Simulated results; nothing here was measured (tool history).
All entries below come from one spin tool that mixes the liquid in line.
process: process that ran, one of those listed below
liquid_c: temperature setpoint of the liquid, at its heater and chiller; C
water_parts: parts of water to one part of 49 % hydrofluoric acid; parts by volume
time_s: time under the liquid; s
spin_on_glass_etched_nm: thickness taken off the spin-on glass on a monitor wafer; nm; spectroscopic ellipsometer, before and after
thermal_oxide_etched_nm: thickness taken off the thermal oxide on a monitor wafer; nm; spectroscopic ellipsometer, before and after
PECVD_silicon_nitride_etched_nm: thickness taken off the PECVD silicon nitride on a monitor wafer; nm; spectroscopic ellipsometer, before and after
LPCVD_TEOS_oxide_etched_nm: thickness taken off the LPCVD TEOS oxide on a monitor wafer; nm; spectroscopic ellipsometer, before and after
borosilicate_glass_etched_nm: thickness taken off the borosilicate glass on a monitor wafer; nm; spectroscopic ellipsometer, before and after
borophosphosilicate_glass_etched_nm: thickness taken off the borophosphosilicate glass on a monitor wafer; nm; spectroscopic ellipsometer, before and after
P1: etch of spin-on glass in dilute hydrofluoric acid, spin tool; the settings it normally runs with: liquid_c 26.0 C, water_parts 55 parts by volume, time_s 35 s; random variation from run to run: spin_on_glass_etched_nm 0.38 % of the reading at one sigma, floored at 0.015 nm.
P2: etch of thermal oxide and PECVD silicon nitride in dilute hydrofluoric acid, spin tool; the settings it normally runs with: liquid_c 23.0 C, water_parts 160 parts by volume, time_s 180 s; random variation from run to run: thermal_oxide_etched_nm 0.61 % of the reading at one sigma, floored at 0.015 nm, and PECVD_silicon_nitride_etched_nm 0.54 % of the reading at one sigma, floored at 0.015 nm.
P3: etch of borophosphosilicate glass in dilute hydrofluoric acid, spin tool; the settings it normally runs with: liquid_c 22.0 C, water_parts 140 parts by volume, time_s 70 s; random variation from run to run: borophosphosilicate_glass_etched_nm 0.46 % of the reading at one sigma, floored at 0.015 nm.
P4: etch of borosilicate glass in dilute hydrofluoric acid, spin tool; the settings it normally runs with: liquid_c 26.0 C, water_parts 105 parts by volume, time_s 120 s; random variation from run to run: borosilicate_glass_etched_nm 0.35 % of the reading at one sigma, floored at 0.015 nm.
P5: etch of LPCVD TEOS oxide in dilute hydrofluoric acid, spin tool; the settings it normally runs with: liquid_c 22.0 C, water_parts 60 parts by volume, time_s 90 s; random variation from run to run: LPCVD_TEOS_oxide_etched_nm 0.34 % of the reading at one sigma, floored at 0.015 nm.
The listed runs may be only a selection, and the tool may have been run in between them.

run     day  process  liquid_c  water_parts  time_s  hours since the thermometer was replaced  hours since the hydrofluoric acid flow meter was replaced  spin_on_glass_etched_nm  thermal_oxide_etched_nm  PECVD_silicon_nitride_etched_nm  LPCVD_TEOS_oxide_etched_nm  borosilicate_glass_etched_nm  borophosphosilicate_glass_etched_nm
  1   0.338       P1      26.0           55      35                                     631.8                                                     1149.3                   37.057
  2   0.554       P1      26.0           55      55                                     637.0                                                     1154.5                   58.733
  3   0.900       P1      26.0           20      35                                     645.3                                                     1162.8                  107.760
  4   1.296       P2      23.0          160      15                                     654.8                                                     1172.3                                            0.4259                          0.41668
  5   1.608       P5      22.0           60      25                                     662.3                                                     1179.8                                                                                                         8.8009
  6   1.829       P4      20.5          105     120                                     667.6                                                     1185.1                                                                                                                                       27.980
  7   2.138       P1      26.0           55      15                                     675.0                                                     1192.5                   15.947
  8   2.488       P1      26.0           55      35                                     683.4                                                     1200.9                   37.035
  9   2.854       P2      23.0           50     180                                     692.2                                                     1209.7                                           17.8140                         14.40900
 10   3.250       P3      17.0          140      70                                     701.7                                                     1219.2                                                                                                                                                                            14.503
 11   3.642       P3      22.0          140     100                                     711.1                                                     1228.6                                                                                                                                                                            25.487
 12   3.950       P3      22.0          140      70                                     718.5                                                     1236.0                                                                                                                                                                            17.817
 13   4.375       P5      17.0           60      90                                     728.7                                                     1246.2                                                                                                        25.7900
 14   4.758       P5      22.0           25      90                                     737.9                                                     1255.4                                                                                                        79.5430
 15   5.092       P1      26.0           55      35                                     745.9                                                     1263.4                   37.020
 16   5.512       P1      20.0           55      55                                     756.0                                                     1273.5                   45.505
 17   5.775       P1      26.0          100      35                                     762.3                                                     1279.8                   19.229
 18   5.979       P1      30.5           20      35                                     767.2                                                     1284.7                  129.270
 19   6.229       P1      26.0           55      35                                     773.2                                                     1290.7                   37.312
 20   6.546       P4      26.0          105     120                                     780.8                                                     1298.3                                                                                                                                       34.740
 21   6.738       P5      22.0           60      90                                     785.4                                                     1302.9                                                                                                        31.6470
 22   7.008       P3      22.0           35      70                                     791.9                                                     1309.4                                                                                                                                                                            80.411
 23   7.212       P5      22.0           60      90                                     796.8                                                     1314.3                                                                                                        31.8250
 24   7.592       P2      18.5          160     180                                     805.9                                                     1323.4                                            4.0459                          3.45760
 25   7.992       P4      26.0          105      55                                     815.5                                                     1333.0                                                                                                                                       15.959
      8.171  -- thermometer replaced
 26   8.204       P4      26.0           25     120                                       0.8                                                     1338.1                                                                                                                                      163.320
 27   8.550       P2      23.0          160     180                                       9.1                                                     1346.4                                            4.8889                          4.57540
 28   8.958       P1      31.0           55      35                                      18.9                                                     1356.2                   45.587
 29   9.354       P1      20.5           55      15                                      28.4                                                     1365.7                   12.697
 30   9.596       P1      19.5           55      35                                      34.2                                                     1371.5                   28.390
 31   9.962       P1      26.0           55      35                                      43.0                                                     1380.3                   37.206
 32  10.238       P1      26.0           55      35                                      49.6                                                     1386.9                   36.413
 33  10.671       P1      26.0           55      35                                      60.0                                                     1397.3                   35.932
 34  10.962       P1      26.0           55      35                                      67.0                                                     1404.3                   35.656
 35  11.179       P1      26.0           55      35                                      72.2                                                     1409.5                   35.227
 36  11.571       P1      26.0           55      35                                      81.6                                                     1418.9                   35.105
 37  12.017       P1      26.0           55      35                                      92.3                                                     1429.6                   34.888
 38  12.296       P1      26.0           55      35                                      99.0                                                     1436.3                   34.798
 39  12.733       P1      26.0           55      35                                     109.5                                                     1446.8                   34.992
 40  13.096       P1      26.0           55      35                                     118.2                                                     1455.5                   34.853
 41  13.358       P1      26.0           55      35                                     124.5                                                     1461.8                   34.838

What P1 gives has crept off from where it sat before. The 2 causes that follow fit the log equally well, each at the size noted:
A: hydrofluoric acid flow below the setpoint (%) = 6.09
B: liquid colder than its thermometer reads (K) = 1.67
The creep began at about day 9.962.

The list below offers 4 check runs, each averaging the results of 2 wafers, and shows each result as a question mark. For which of them would the listed causes give clearly different results?
check 1  13.621       P5      17.0           60      90                                                                                                                                                                                                                   ?
check 2  13.621       P4      23.0           35     120                                                                                                                                                                                                                                                 ?
check 3  13.621       P2      23.0           70      40                                                                                                                                                      ?                                ?
check 4  13.621       P3      17.0          100      70                                                                                                                                                                                                                                                                                      ?

If the cause were each of the candidates in turn, the checks would give the following:
  check                               result     if A     if B
check 1           LPCVD_TEOS_oxide_etched_nm  23.9790  23.8460
check 2         borosilicate_glass_etched_nm   94.887   94.439
check 3              thermal_oxide_etched_nm   2.5564   2.5560
check 3      PECVD_silicon_nitride_etched_nm  2.16890  2.06010
check 4  borophosphosilicate_glass_etched_nm   19.850   19.821
Minimum pairwise separation of causes per check, each pair taken at its best-separating result: check 1 0.56 %; check 2 0.47 %; check 3 5.15 %; check 4 0.15 %
Only check 3 tells the causes apart: in the others they would give nearly the same result.

Running check 3 produced the following: thermal_oxide_etched_nm 2.5257 nm; PECVD_silicon_nitride_etched_nm 2.05450 nm. Which one of the listed causes fits?

It was cause B: liquid colder than its thermometer reads (K).

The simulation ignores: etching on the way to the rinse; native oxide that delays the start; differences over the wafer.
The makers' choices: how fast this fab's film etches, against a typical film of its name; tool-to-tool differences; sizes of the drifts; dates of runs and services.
